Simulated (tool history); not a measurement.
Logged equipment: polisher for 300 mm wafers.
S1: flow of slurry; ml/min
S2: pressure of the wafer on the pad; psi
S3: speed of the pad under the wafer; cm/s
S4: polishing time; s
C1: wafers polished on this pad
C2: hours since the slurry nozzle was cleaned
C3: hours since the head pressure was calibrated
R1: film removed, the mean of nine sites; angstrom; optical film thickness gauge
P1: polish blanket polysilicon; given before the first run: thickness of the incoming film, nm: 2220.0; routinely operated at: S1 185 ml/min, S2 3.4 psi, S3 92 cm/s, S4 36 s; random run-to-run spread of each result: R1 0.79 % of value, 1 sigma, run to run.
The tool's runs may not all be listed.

run,hour,S1,S2,S3,S4,C1,C2,C3,R1
1,12.5,185,3.4,92,36,421,120.1,89.9,3046.5
2,21.7,260,3.4,92,36,492,129.3,99.1,3184.5
3,29,185,3.4,92,36,549,136.6,106.4,3018.5
4,40.7,110,3.4,46,36,640,148.3,118.1,1379.2
5,50.8,185,3.4,92,36,718,158.4,128.2,3023.1
6,60.5,185,3.4,92,36,793,168.1,137.9,3082.9
7,75.9,185,4.7,92,36,913,183.5,153.3,4215
8,90.5,185,3.4,138,36,1027,198.1,167.9,4507.9
9,97.5,110,3.4,92,36,1081,205.1,174.9,2789.2
10,112.1,185,1.5,92,36,1194,219.7,189.5,1328.7
11,121.4,185,3.4,44,36,1267,229,198.8,1460.4
12,134.9,185,3.4,92,24,1371,242.5,212.3,2009.9
13,143,185,3.4,92,36,1434,250.6,220.4,2999.1

What does the tool deliver on the next run?
14,155.3,185,3.4,92,36,1530,262.9,232.7,?

For run 14 the tool returned R1 3027 angstrom.
